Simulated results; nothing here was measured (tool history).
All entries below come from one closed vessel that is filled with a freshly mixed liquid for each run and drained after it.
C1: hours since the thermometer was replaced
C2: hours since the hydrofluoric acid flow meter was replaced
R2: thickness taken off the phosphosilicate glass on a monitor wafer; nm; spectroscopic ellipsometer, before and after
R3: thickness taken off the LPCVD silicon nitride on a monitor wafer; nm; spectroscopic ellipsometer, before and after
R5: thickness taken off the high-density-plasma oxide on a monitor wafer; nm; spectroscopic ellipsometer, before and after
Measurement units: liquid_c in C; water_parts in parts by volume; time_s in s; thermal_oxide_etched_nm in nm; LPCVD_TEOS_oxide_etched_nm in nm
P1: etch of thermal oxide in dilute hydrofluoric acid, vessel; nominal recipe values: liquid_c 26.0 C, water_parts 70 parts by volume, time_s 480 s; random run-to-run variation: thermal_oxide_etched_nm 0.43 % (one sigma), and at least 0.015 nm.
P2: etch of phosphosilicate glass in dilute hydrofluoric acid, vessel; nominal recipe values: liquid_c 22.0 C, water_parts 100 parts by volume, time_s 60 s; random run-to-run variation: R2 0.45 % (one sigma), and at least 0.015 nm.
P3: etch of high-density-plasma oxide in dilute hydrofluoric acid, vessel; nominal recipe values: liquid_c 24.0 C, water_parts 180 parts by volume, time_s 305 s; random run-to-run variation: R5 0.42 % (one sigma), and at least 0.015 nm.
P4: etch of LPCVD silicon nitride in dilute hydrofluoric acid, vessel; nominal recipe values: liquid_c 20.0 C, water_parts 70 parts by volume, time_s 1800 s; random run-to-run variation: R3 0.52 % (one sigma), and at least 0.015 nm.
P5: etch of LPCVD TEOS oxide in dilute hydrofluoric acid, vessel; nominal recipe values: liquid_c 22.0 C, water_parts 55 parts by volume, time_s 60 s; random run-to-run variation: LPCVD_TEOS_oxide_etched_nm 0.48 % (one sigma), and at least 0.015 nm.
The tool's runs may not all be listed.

run 1 hour=10.8 | process=P1 liquid_c=26.0 water_parts=70 time_s=480 | C1=1257.9 C2=253.8 | thermal_oxide_etched_nm=38.4950
run 2 hour=26.9 | process=P2 liquid_c=22.0 water_parts=40 time_s=60 | C1=1274.0 C2=269.9 | R2=259.090
run 3 hour=42.3 | process=P4 liquid_c=20.0 water_parts=70 time_s=1800 | C1=1289.4 C2=285.3 | R3=9.3302
run 4 hour=53.0 | process=P5 liquid_c=22.0 water_parts=90 time_s=60 | C1=1300.1 C2=296.0 | LPCVD_TEOS_oxide_etched_nm=28.318
run 5 hour=69.9 | process=P5 liquid_c=29.5 water_parts=55 time_s=60 | C1=1317.0 C2=312.9 | LPCVD_TEOS_oxide_etched_nm=65.655
run 6 hour=81.2 | process=P1 liquid_c=26.0 water_parts=70 time_s=480 | C1=1328.3 C2=324.2 | thermal_oxide_etched_nm=38.2360
run 7 hour=89.7 | process=P3 liquid_c=24.0 water_parts=180 time_s=305 | C1=1336.8 C2=332.7 | R5=10.025
run 8 hour=103.2 | process=P1 liquid_c=26.0 water_parts=70 time_s=480 | C1=1350.3 C2=346.2 | thermal_oxide_etched_nm=38.1420
run 9 hour=116.5 | process=P1 liquid_c=26.0 water_parts=70 time_s=480 | C1=1363.6 C2=359.5 | thermal_oxide_etched_nm=38.0810
run 10 hour=132.6 | process=P3 liquid_c=31.0 water_parts=180 time_s=305 | C1=1379.7 C2=375.6 | R5=13.051
run 11 hour=149.1 | process=P1 liquid_c=26.0 water_parts=70 time_s=730 | C1=1396.2 C2=392.1 | thermal_oxide_etched_nm=58.4740
run 12 hour=162.2 | process=P1 liquid_c=26.0 water_parts=70 time_s=480 | C1=1409.3 C2=405.2 | thermal_oxide_etched_nm=37.9500
run 13 hour=175.3 | process=P1 liquid_c=26.0 water_parts=95 time_s=480 | C1=1422.4 C2=418.3 | thermal_oxide_etched_nm=27.3440
run 14 hour=192.7 | process=P1 liquid_c=26.0 water_parts=70 time_s=130 | C1=1439.8 C2=435.7 | thermal_oxide_etched_nm=10.3840
run 15 hour=204.5 | process=P1 liquid_c=20.5 water_parts=70 time_s=480 | C1=1451.6 C2=447.5 | thermal_oxide_etched_nm=30.6000
run 16 hour=213.6 | process=P1 liquid_c=22.5 water_parts=70 time_s=85 | C1=1460.7 C2=456.6 | thermal_oxide_etched_nm=5.8738
run 17 hour=225.8 | process=P1 liquid_c=26.0 water_parts=25 time_s=480 | C1=1472.9 C2=468.8 | thermal_oxide_etched_nm=112.9500
run 18 hour=240.0 | process=P1 liquid_c=26.0 water_parts=70 time_s=480 | C1=1487.1 C2=483.0 | thermal_oxide_etched_nm=38.3150
run 19 hour=257.9 | process=P3 liquid_c=24.0 water_parts=35 time_s=305 | C1=1505.0 C2=500.9 | R5=60.967
run 20 hour=268.8 | process=P2 liquid_c=22.0 water_parts=100 time_s=60 | C1=1515.9 C2=511.8 | R2=96.598
run 21 hour=286.8 | process=P5 liquid_c=22.0 water_parts=55 time_s=60 | C1=1533.9 C2=529.8 | LPCVD_TEOS_oxide_etched_nm=48.777
run 22 hour=296.6 | process=P2 liquid_c=25.5 water_parts=100 time_s=60 | C1=1543.7 C2=539.6 | R2=109.510
run 23 hour=308.3 | process=P3 liquid_c=24.0 water_parts=180 time_s=590 | C1=1555.4 C2=551.3 | R5=19.518
run 24 hour=324.3 | process=P5 liquid_c=22.0 water_parts=55 time_s=100 | C1=1571.4 C2=567.3 | LPCVD_TEOS_oxide_etched_nm=80.535
run 25 hour=342.4 | process=P4 liquid_c=20.0 water_parts=70 time_s=325 | C1=1589.5 C2=585.4 | R3=1.6868
run 26 hour=350.6 | process=P1 liquid_c=31.5 water_parts=70 time_s=480 | C1=1597.7 C2=593.6 | thermal_oxide_etched_nm=47.4790
run 27 hour=360.4 | process=P4 liquid_c=20.0 water_parts=115 time_s=1800 | C1=1607.5 C2=603.4 | R3=5.7121
run 28 hour=373.9 | process=P3 liquid_c=24.0 water_parts=180 time_s=305 | C1=1621.0 C2=616.9 | R5=10.029
run 29 hour=385.2 | process=P2 liquid_c=22.0 water_parts=100 time_s=115 | C1=1632.3 C2=628.2 | R2=183.960
run 30 hour=396.2 | process=P4 liquid_c=20.0 water_parts=70 time_s=1800 | C1=1643.3 C2=639.2 | R3=9.2118
run 31 hour=405.3 | process=P4 liquid_c=28.0 water_parts=70 time_s=1800 | C1=1652.4 C2=648.3 | R3=15.8470
run 32 hour=418.2 | process=P1 liquid_c=26.0 water_parts=70 time_s=480 | C1=1665.3 C2=661.2 | thermal_oxide_etched_nm=38.4520
run 33 hour=432.8 | process=P1 liquid_c=26.0 water_parts=70 time_s=480 | C1=1679.9 C2=675.8 | thermal_oxide_etched_nm=39.2590
run 34 hour=449.5 | process=P1 liquid_c=26.0 water_parts=70 time_s=480 | C1=1696.6 C2=692.5 | thermal_oxide_etched_nm=40.0760
run 35 hour=462.6 | process=P1 liquid_c=26.0 water_parts=70 time_s=480 | C1=1709.7 C2=705.6 | thermal_oxide_etched_nm=40.3220
run 36 hour=471.6 | process=P1 liquid_c=26.0 water_parts=70 time_s=480 | C1=1718.7 C2=714.6 | thermal_oxide_etched_nm=40.5510
run 37 hour=486.1 | process=P1 liquid_c=26.0 water_parts=70 time_s=480 | C1=1733.2 C2=729.1 | thermal_oxide_etched_nm=40.6120
run 38 hour=504.2 | process=P1 liquid_c=26.0 water_parts=70 time_s=480 | C1=1751.3 C2=747.2 | thermal_oxide_etched_nm=40.4560
run 39 hour=513.2 | process=P1 liquid_c=26.0 water_parts=70 time_s=480 | C1=1760.3 C2=756.2 | thermal_oxide_etched_nm=40.5180

Compared with where it was, what P1 gives has crept away. Each cause listed below fits the log as well as the rest, at the size given for it:
A: liquid hotter than its thermometer reads (K) = 1.57
B: hydrofluoric acid flow above the setpoint (%) = 5.84
The gradual shift began around hour 418.2.

4 check runs are offered, one wafer each, their results left as question marks. Which one tells the causes apart?
run check 1 hour=522.2 | process=P3 liquid_c=30.0 water_parts=55 time_s=305 | R5=?
run check 2 hour=522.2 | process=P4 liquid_c=25.5 water_parts=70 time_s=1020 | R3=?
run check 3 hour=522.2 | process=P2 liquid_c=25.5 water_parts=100 time_s=95 | R2=?
run check 4 hour=522.2 | process=P5 liquid_c=25.5 water_parts=55 time_s=60 | LPCVD_TEOS_oxide_etched_nm=?

How each check would come out, cause by cause:
check=check_1 result=R5 if_A=51.559 if_B=51.578
check=check_2 result=R3 if_A=8.4500 if_B=8.0614
check=check_3 result=R2 if_A=185.560 if_B=186.100
check=check_4 result=LPCVD_TEOS_oxide_etched_nm if_A=59.247 if_B=59.107
Distance between the nearest two causes, measured in the result of the check that separates them most: check 1 0.04 %; check 2 4.71 %; check 3 0.29 %; check 4 0.24 %
Of the check runs offered, only check 2 discriminates between the causes; the rest would read about the same regardless of which cause applies.

Check 2 has now been run. It gave: R3 8.0389 nm. Which of the candidate causes is it?

Of the candidate causes, it is B: hydrofluoric acid flow above the setpoint (%).

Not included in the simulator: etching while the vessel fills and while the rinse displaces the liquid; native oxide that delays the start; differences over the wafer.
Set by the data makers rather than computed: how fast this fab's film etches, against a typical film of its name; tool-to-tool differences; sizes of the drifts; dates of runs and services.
